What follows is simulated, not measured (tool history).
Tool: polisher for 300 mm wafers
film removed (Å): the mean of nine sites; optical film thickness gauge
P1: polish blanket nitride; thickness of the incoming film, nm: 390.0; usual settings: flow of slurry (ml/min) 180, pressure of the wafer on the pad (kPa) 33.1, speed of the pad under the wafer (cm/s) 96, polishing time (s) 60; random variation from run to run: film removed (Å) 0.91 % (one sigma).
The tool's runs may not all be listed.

| run | day | flow of slurry (ml/min) | pressure of the wafer on the pad (kPa) | speed of the pad under the wafer (cm/s) | polishing time (s) | film removed (Å) |
|---|---|---|---|---|---|---|
| 1 | 0.321 | 180 | 33.1 | 96 | 60 | 1388.1 |
| 2 | 0.504 | 180 | 33.1 | 96 | 60 | 1348.6 |
| 3 | 0.862 | 180 | 33.1 | 96 | 60 | 1375.1 |
| 4 | 1.054 | 180 | 33.1 | 44 | 60 | 735.38 |
| 5 | 1.404 | 180 | 33.1 | 130 | 79 | 2237.1 |
| 6 | 1.733 | 140 | 33.1 | 96 | 31 | 677.28 |
| 7 | 1.921 | 180 | 33.1 | 96 | 60 | 1366.1 |
| 8 | 2.108 | 275 | 33.1 | 96 | 60 | 1415.1 |
| 9 | 2.362 | 180 | 33.1 | 96 | 60 | 1346.6 |
| 10 | 2.679 | 180 | 52.4 | 96 | 60 | 2154.6 |
| 11 | 2.925 | 110 | 33.1 | 96 | 60 | 1261.2 |
| 12 | 3.258 | 225 | 20.7 | 96 | 60 | 871.65 |
| 13 | 3.483 | 180 | 15.2 | 96 | 60 | 631.36 |
| 14 | 3.792 | 180 | 33.1 | 96 | 27 | 616.69 |
| 15 | 3.967 | 180 | 33.1 | 96 | 94 | 2145 |
| 16 | 4.3 | 180 | 33.1 | 124 | 60 | 1672.9 |
| 17 | 4.579 | 180 | 33.1 | 96 | 60 | 1343.3 |
| 18 | 4.867 | 180 | 33.1 | 96 | 60 | 1333.7 |
| 19 | 5.188 | 180 | 33.1 | 96 | 60 | 1330.3 |
| 20 | 5.488 | 180 | 33.1 | 96 | 60 | 1279.9 |
|  | 5.638 | head pressure recalibrated |
| 21 | 5.842 | 180 | 33.1 | 96 | 60 | 1286.9 |
| 22 | 6.129 | 180 | 33.1 | 96 | 60 | 1253.9 |
| 23 | 6.333 | 180 | 33.1 | 96 | 60 | 1279.6 |
| 24 | 6.675 | 180 | 33.1 | 96 | 60 | 1249.5 |
| 25 | 6.879 | 180 | 33.1 | 96 | 60 | 1270.6 |
| 26 | 7.071 | 180 | 33.1 | 96 | 60 | 1275.7 |
| 27 | 7.4 | 180 | 33.1 | 96 | 60 | 1265.5 |
| 28 | 7.583 | 180 | 33.1 | 96 | 60 | 1242.9 |

What P1 gives has crept away from where it was. These 2 causes fit the log equally well, each at the size given:
A: removal rate lost through wear of the pad, % = 7.44
B: slurry flow missing at the pad, % = 35.2
The creep began at about day 4.579.
Why every other cause is out:
head's pressure below its setpoint, %: serviced at day 5.638, which brought nothing back

4 check runs are offered, each on 3 wafers whose results are averaged, their results left as question marks. Which one tells the causes apart?
| check 1 | 7.767 | 115 | 33.1 | 64 | 60 | ? |
| check 2 | 7.767 | 180 | 17.2 | 96 | 60 | ? |
| check 3 | 7.767 | 180 | 45.5 | 96 | 28 | ? |
| check 4 | 7.767 | 180 | 50.3 | 62 | 60 | ? |

What each check would give under each cause:
| check | result | if A | if B |
|---|---|---|---|
| check 1 | film removed (Å) | 840.82 | 809.33 |
| check 2 | film removed (Å) | 656.44 | 656.43 |
| check 3 | film removed (Å) | 808.73 | 808.72 |
| check 4 | film removed (Å) | 1351 | 1351 |
How far apart the two closest causes lie, in the result that separates them most: check 1 3.82 %; check 2 0 %; check 3 0 %; check 4 0 %
Only check 1 tells the causes apart: in the others they would give nearly the same result.

Check 1 was then run and gave: film removed (Å) 841. Which cause is it?

It is A: removal rate lost through wear of the pad, %.
